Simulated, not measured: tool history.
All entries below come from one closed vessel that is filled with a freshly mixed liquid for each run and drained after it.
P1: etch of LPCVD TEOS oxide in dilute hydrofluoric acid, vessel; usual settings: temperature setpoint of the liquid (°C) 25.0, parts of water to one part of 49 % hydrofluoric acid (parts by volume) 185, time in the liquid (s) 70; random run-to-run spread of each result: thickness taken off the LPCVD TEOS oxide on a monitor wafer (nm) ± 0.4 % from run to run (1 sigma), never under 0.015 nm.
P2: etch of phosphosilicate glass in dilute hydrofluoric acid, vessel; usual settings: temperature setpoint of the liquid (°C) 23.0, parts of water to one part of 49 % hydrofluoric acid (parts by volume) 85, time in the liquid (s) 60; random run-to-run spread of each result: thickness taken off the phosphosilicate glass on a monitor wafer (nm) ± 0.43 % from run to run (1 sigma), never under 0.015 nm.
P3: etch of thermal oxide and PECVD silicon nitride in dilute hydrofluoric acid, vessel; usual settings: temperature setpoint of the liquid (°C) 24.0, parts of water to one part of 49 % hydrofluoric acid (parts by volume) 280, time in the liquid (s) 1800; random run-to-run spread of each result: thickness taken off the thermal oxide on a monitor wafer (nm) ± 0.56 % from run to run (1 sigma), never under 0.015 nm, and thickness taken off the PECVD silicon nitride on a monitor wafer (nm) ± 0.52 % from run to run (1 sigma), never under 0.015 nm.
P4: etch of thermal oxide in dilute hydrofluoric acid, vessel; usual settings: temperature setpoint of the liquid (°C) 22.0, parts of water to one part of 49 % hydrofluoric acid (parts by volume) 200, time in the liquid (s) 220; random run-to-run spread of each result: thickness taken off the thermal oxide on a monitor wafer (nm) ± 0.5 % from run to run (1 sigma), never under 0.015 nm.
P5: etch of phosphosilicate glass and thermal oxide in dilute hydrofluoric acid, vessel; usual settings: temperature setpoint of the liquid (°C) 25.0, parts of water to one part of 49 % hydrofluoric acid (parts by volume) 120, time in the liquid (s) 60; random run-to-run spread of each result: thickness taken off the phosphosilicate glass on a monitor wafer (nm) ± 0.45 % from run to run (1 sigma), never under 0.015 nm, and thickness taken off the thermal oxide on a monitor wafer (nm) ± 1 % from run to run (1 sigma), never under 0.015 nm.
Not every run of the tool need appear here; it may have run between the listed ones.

| run | hour | process that ran | temperature setpoint of the liquid (°C) | parts of water to one part of 49 % hydrofluoric acid (parts by volume) | time in the liquid (s) | hours since the thermometer was replaced | hours since the hydrofluoric acid flow meter was replaced | thickness taken off the LPCVD TEOS oxide on a monitor wafer (nm) | thickness taken off the phosphosilicate glass on a monitor wafer (nm) | thickness taken off the thermal oxide on a monitor wafer (nm) | thickness taken off the PECVD silicon nitride on a monitor wafer (nm) |
|---|---|---|---|---|---|---|---|---|---|---|---|
| 1 | 6.6 | P1 | 25.0 | 185 | 70 | 337.4 | 680.8 | 7.7057 |  |  |  |
| 2 | 15.3 | P1 | 25.0 | 45 | 70 | 346.1 | 689.5 | 37.7460 |  |  |  |
| 3 | 23.6 | P1 | 29.5 | 185 | 70 | 354.4 | 697.8 | 9.1238 |  |  |  |
|  | 28.7 | thermometer replaced |
| 4 | 30.4 | P5 | 25.0 | 120 | 95 | 1.7 | 704.6 |  | 137.800 | 3.94620 |  |
| 5 | 35.9 | P1 | 25.0 | 185 | 70 | 7.2 | 710.1 | 7.7447 |  |  |  |
| 6 | 45.9 | P2 | 23.0 | 85 | 30 | 17.2 | 720.1 |  | 34.827 |  |  |
| 7 | 53.3 | P1 | 25.0 | 185 | 70 | 24.6 | 727.5 | 7.7687 |  |  |  |
| 8 | 58.6 | P3 | 24.0 | 280 | 3545 | 29.9 | 732.8 |  |  | 48.14100 | 64.021 |
| 9 | 64.4 | P5 | 25.0 | 195 | 60 | 35.7 | 738.6 |  | 49.221 | 1.45220 |  |
| 10 | 71.1 | P1 | 25.0 | 185 | 30 | 42.4 | 745.3 | 3.3214 |  |  |  |
| 11 | 78.2 | P3 | 18.0 | 280 | 1800 | 49.5 | 752.4 |  |  | 19.49800 | 22.119 |
| 12 | 84.7 | P5 | 32.0 | 120 | 60 | 56.0 | 758.9 |  | 113.970 | 3.32420 |  |
| 13 | 89.2 | P4 | 22.0 | 200 | 220 | 60.5 | 763.4 |  |  | 4.22770 |  |
| 14 | 94.2 | P4 | 17.0 | 200 | 220 | 65.5 | 768.4 |  |  | 3.51950 |  |
| 15 | 103.5 | P1 | 25.0 | 185 | 120 | 74.8 | 777.7 | 13.2120 |  |  |  |
| 16 | 113.1 | P3 | 24.0 | 130 | 1800 | 84.4 | 787.3 |  |  | 61.81000 | 68.920 |
| 17 | 122.3 | P3 | 24.0 | 280 | 1800 | 93.6 | 796.5 |  |  | 24.44100 | 32.393 |
| 18 | 127.9 | P2 | 23.0 | 85 | 60 | 99.2 | 802.1 |  | 70.137 |  |  |
| 19 | 134.9 | P1 | 25.0 | 185 | 70 | 106.2 | 809.1 | 7.8159 |  |  |  |
| 20 | 141.9 | P1 | 25.0 | 305 | 70 | 113.2 | 816.1 | 4.1574 |  |  |  |
| 21 | 149.9 | P1 | 20.0 | 115 | 70 | 121.2 | 824.1 | 11.1130 |  |  |  |
| 22 | 158.6 | P1 | 25.0 | 185 | 70 | 129.9 | 832.8 | 7.7484 |  |  |  |
| 23 | 166.5 | P4 | 22.0 | 200 | 220 | 137.8 | 840.7 |  |  | 4.26690 |  |
| 24 | 172.4 | P2 | 19.0 | 85 | 60 | 143.7 | 846.6 |  | 59.446 |  |  |
| 25 | 181.1 | P5 | 25.0 | 120 | 60 | 152.4 | 855.3 |  | 87.525 | 2.50290 |  |
| 26 | 188.6 | P1 | 25.0 | 185 | 70 | 159.9 | 862.8 | 7.6932 |  |  |  |
| 27 | 198.5 | P2 | 23.0 | 150 | 60 | 169.8 | 872.7 |  | 36.617 |  |  |
| 28 | 205.4 | P4 | 22.0 | 200 | 30 | 176.7 | 879.6 |  |  | 0.57919 |  |
| 29 | 211.1 | P1 | 20.5 | 185 | 70 | 182.4 | 885.3 | 6.5595 |  |  |  |
| 30 | 220.0 | P4 | 22.0 | 350 | 220 | 191.3 | 894.2 |  |  | 2.14170 |  |
| 31 | 228.5 | P1 | 25.0 | 185 | 70 | 199.8 | 902.7 | 7.7504 |  |  |  |
| 32 | 238.5 | P1 | 25.0 | 185 | 70 | 209.8 | 912.7 | 8.1583 |  |  |  |
| 33 | 246.2 | P1 | 25.0 | 185 | 70 | 217.5 | 920.4 | 8.3037 |  |  |  |
| 34 | 251.4 | P1 | 25.0 | 185 | 70 | 222.7 | 925.6 | 8.3073 |  |  |  |
| 35 | 258.6 | P1 | 25.0 | 185 | 70 | 229.9 | 932.8 | 8.3590 |  |  |  |
| 36 | 264.4 | P1 | 25.0 | 185 | 70 | 235.7 | 938.6 | 8.4237 |  |  |  |
| 37 | 271.9 | P1 | 25.0 | 185 | 70 | 243.2 | 946.1 | 8.3706 |  |  |  |

Something has made what P1 gives creep away from where it was; the 2 causes below, each at its own stated size, fit the log equally well:
A: liquid hotter than its thermometer reads (K) = 2.19
B: hydrofluoric acid flow above the setpoint (%) = 6.86
The onset of the drift is placed at about hour 228.5.

Consider the 4 single-wafer check runs listed below, results given as question marks: which one distinguishes between the causes by giving clearly different results for each?
| check 1 | 279.4 | P3 | 21.0 | 280 | 1800 |  |  |  |  | ? | ? |
| check 2 | 279.4 | P4 | 17.5 | 295 | 220 |  |  |  |  | ? |  |
| check 3 | 279.4 | P2 | 23.0 | 145 | 30 |  |  |  | ? |  |  |
| check 4 | 279.4 | P5 | 25.0 | 175 | 60 |  |  |  | ? | ? |  |

Expected result of each check under each candidate cause:
| check | result | if A | if B |
|---|---|---|---|
| check 1 | thickness taken off the thermal oxide on a monitor wafer (nm) | 23.74400 | 23.84700 |
| check 1 | thickness taken off the PECVD silicon nitride on a monitor wafer (nm) | 30.707 | 28.558 |
| check 2 | thickness taken off the thermal oxide on a monitor wafer (nm) | 2.42090 | 2.42330 |
| check 3 | thickness taken off the phosphosilicate glass on a monitor wafer (nm) | 20.878 | 20.732 |
| check 4 | thickness taken off the phosphosilicate glass on a monitor wafer (nm) | 61.051 | 60.969 |
| check 4 | thickness taken off the thermal oxide on a monitor wafer (nm) | 1.76850 | 1.76610 |
Separation of the two closest causes in each check, using whichever result separates them best: check 1 7.25 %; check 2 0.1 %; check 3 0.7 %; check 4 0.14 %
Check 1 is the one run that separates the causes; every other check would come out nearly the same whichever cause is at work.

Then check 1 was run and gave: thickness taken off the thermal oxide on a monitor wafer (nm) 23.70000; thickness taken off the PECVD silicon nitride on a monitor wafer (nm) 30.566. Which cause is it?

It is A: liquid hotter than its thermometer reads (K).

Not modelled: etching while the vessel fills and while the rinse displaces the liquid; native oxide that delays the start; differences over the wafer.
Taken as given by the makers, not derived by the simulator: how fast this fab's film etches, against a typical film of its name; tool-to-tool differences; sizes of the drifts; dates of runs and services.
